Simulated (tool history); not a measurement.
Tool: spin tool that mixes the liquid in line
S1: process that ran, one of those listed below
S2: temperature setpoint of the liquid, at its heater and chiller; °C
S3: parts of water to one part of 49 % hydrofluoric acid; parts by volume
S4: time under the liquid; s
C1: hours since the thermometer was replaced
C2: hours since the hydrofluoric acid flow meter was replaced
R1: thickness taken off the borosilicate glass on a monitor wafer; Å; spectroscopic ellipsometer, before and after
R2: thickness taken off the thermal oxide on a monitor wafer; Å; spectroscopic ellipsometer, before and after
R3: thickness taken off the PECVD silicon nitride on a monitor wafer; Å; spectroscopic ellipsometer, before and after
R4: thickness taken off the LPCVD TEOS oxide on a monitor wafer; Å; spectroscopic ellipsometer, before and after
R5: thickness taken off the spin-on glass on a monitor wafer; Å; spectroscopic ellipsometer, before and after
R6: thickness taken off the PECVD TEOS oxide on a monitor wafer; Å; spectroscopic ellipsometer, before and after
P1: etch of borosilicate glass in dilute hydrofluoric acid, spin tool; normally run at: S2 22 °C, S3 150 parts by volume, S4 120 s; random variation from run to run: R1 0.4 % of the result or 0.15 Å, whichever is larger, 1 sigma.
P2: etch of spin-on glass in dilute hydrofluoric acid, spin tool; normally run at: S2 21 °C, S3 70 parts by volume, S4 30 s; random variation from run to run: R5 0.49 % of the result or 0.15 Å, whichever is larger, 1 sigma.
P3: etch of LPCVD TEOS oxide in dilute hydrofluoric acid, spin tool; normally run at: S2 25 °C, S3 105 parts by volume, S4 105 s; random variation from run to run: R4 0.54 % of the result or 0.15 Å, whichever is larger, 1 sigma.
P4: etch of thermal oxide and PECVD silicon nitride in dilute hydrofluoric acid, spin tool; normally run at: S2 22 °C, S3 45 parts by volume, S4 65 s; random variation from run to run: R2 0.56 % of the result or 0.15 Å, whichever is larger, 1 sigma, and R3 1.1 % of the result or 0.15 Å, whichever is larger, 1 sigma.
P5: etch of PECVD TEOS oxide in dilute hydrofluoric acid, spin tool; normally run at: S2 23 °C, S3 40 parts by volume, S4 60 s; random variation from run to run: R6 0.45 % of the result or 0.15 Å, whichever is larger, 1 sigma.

run   hour  S1    S2   S3   S4      C1     C2      R1      R2      R3      R4      R5      R6
  1    6.8  P1    22  150  120  2122.7  316.8  246.23
  2   14.6  P4    17   45   65  2130.5  324.6          53.583  16.615
  3   27.3  P1    22  150  220  2143.2  337.3  449.58
  4   34.9  P3    25  105  105  2150.8  344.9                          342.53
  5   46.2  P1    22  150  120  2162.1  356.2  246.32
  6   57.8  P4    22   45   65  2173.7  367.8          66.402  23.583
  7   67.1  P1    22  240  120    2183  377.1   138.9
  8   75.8  P2    21   70   30  2191.7  385.8                                  147.82
  9   83.7  P3    25  155  105  2199.6  393.7                          221.01
 10   91.1  P1    17  150  120    2207  401.1  200.17
 11  103.3  P4    22   20   65  2219.2  413.3          154.87  50.898
 12  109.3  P1    22  150  120  2225.2  419.3  245.77
 13  120.1  P1  27.5  150  120    2236  430.1  301.95
 14  126.9  P3  17.5  105  105  2242.8  436.9                          254.09
 15  137.5  P5    23   65   60  2253.4  447.5                                          264.91
 16  144.4  P3    25  105  105  2260.3  454.4                          348.52
 17  150.5  P1    22  150  120  2266.4  460.5  245.92
 18  161.1  P4    22   45   15    2277  471.1          15.299  5.2894
 19  170.7  P1    22  150  120  2286.6  480.7  244.71
 20    183  P1    22   30  120  2298.9    493  1421.1
 21  192.7  P2    21   70   30  2308.6  502.7                                  146.79
 22  205.1  P3    25  105  205    2321  515.1                          666.83
 23  216.1  P5  31.5   40   60    2332  526.1                                          630.01
 24  225.4  P5    23   40   60  2341.3  535.4                                          447.94
 25  231.8  P2    21   70   65  2347.7  541.8                                  318.66
 26    238  P5    23   40   60  2353.9    548                                          446.53
 27  251.1  P1    28  150   45    2367  561.1   115.3
 28  257.3  P1    22  150   65  2373.2  567.3  133.04

Run 29 comes next. What will it give?
 29  269.3  P1  22  150  120  2385.2  579.3   ?

Run 29 gave R1 243.06 Å.
